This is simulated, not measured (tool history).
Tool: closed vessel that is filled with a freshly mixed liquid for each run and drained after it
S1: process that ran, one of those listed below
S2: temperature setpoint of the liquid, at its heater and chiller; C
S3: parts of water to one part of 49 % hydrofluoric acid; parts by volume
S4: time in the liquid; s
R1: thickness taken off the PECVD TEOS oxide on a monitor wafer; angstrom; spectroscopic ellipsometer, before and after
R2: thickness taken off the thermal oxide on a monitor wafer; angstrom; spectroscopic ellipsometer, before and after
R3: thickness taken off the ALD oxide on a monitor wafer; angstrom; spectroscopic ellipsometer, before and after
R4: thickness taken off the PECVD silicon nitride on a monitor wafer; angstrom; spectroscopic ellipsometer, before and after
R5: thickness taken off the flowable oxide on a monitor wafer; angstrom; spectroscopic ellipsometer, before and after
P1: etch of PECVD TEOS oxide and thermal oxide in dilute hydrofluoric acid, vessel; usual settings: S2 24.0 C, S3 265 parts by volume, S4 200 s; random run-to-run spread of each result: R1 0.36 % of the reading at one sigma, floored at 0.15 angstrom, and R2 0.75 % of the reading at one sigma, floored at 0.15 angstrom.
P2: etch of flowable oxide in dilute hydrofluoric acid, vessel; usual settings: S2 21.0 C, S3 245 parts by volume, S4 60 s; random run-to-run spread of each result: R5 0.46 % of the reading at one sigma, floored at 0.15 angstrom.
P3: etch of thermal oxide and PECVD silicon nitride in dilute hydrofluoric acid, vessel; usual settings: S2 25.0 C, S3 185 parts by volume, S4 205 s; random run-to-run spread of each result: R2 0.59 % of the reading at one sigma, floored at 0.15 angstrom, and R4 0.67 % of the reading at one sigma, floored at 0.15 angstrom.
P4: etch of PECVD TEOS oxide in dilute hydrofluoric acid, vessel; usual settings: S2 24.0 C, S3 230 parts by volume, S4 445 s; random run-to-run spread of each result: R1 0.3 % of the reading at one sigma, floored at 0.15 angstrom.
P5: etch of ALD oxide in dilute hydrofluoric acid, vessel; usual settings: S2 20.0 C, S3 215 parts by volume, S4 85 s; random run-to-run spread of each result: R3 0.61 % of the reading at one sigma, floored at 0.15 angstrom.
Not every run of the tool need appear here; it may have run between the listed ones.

run,hour,S1,S2,S3,S4,R1,R2,R3,R4,R5
1,16.6,P1,24.0,265,200,73.202,30.6850,,,
2,26.0,P1,24.0,265,200,73.284,30.3170,,,
3,42.3,P5,20.0,340,85,,,24.703,,
4,57.4,P4,31.0,230,445,388.660,,,,
5,73.2,P1,24.0,380,300,68.820,28.5730,,,
6,83.9,P4,24.0,130,445,606.050,,,,
7,95.4,P3,25.0,260,205,,30.6760,,28.367,
8,104.6,P4,24.0,230,445,304.700,,,,
9,118.5,P1,24.0,475,200,33.446,14.1200,,,
10,131.6,P4,24.0,230,445,304.730,,,,
11,149.1,P1,24.0,90,200,262.780,108.8400,,,
12,162.9,P4,24.0,230,755,518.370,,,,
13,177.6,P1,24.0,265,30,10.991,4.4619,,,
14,188.9,P3,25.0,185,205,,46.5880,,39.377,
15,205.5,P3,29.0,185,205,,53.3390,,50.598,
16,219.5,P1,24.0,265,350,128.080,53.2950,,,
17,234.6,P5,20.0,215,85,,,43.418,,
18,252.5,P1,24.0,265,200,73.648,30.4340,,,
19,265.6,P5,17.0,215,85,,,38.238,,
20,275.4,P1,29.0,265,65,28.396,11.7390,,,
21,289.7,P3,25.0,185,205,,47.3050,,39.528,
22,298.4,P1,24.0,265,200,72.919,30.5810,,,
23,313.4,P1,32.5,265,200,97.603,40.5240,,,
24,321.4,P2,21.0,425,60,,,,,49.420
25,335.7,P2,21.0,245,60,,,,,100.390
26,346.4,P3,25.0,185,360,,81.3410,,69.548,
27,360.2,P5,20.0,215,30,,,15.005,,
28,368.4,P2,28.5,245,60,,,,,130.750
29,382.6,P1,19.0,265,200,61.103,24.9070,,,
30,395.3,P1,24.0,265,200,73.468,30.5690,,,
31,409.8,P2,21.0,245,30,,,,,49.941
32,426.3,P1,24.0,265,200,73.587,30.9930,,,
33,434.5,P1,24.0,265,200,74.894,31.6400,,,
34,450.5,P1,24.0,265,200,76.381,31.7420,,,
35,463.8,P1,24.0,265,200,77.792,31.7480,,,
36,481.6,P1,24.0,265,200,77.639,32.3580,,,
37,493.5,P1,24.0,265,200,78.596,32.6790,,,
38,511.2,P1,24.0,265,200,78.233,32.5790,,,
39,525.5,P1,24.0,265,200,78.582,33.0290,,,
40,538.5,P1,24.0,265,200,78.375,33.1110,,,

P1 has crept away from where it was. The log is fitted equally well by each of these 2 causes, at the sizes shown:
A: hydrofluoric acid flow above the setpoint (%) = 5.72
B: liquid hotter than its thermometer reads (K) = 2.01
The onset of the drift is placed at about hour 426.3.

Which of the 4 check runs listed below separates the causes, so that each cause would produce a clearly different result? Each run uses one wafer, and its results are marked with question marks.
check 1,551.5,P5,20.0,320,30,,,?,,
check 2,551.5,P4,29.5,230,445,?,,,,
check 3,551.5,P2,21.0,410,30,,,,,?
check 4,551.5,P3,25.0,185,330,,?,,?,

How each check would come out, cause by cause:
check,result,if A,if B
check 1,R3,10.045,10.053
check 2,R1,397.860,396.770
check 3,R5,27.902,27.712
check 4,R2,80.2660,80.7910
check 4,R4,67.133,72.017
Minimum pairwise separation of causes per check, each pair taken at its best-separating result: check 1 0.08 %; check 2 0.28 %; check 3 0.68 %; check 4 7.02 %
Only in check 4 would the causes give clearly different results; in the remaining checks their results would be nearly the same.

Check 4 was then run and gave: R2 80.9230 angstrom; R4 67.592 angstrom. Which cause is it?

The cause is A: hydrofluoric acid flow above the setpoint (%).

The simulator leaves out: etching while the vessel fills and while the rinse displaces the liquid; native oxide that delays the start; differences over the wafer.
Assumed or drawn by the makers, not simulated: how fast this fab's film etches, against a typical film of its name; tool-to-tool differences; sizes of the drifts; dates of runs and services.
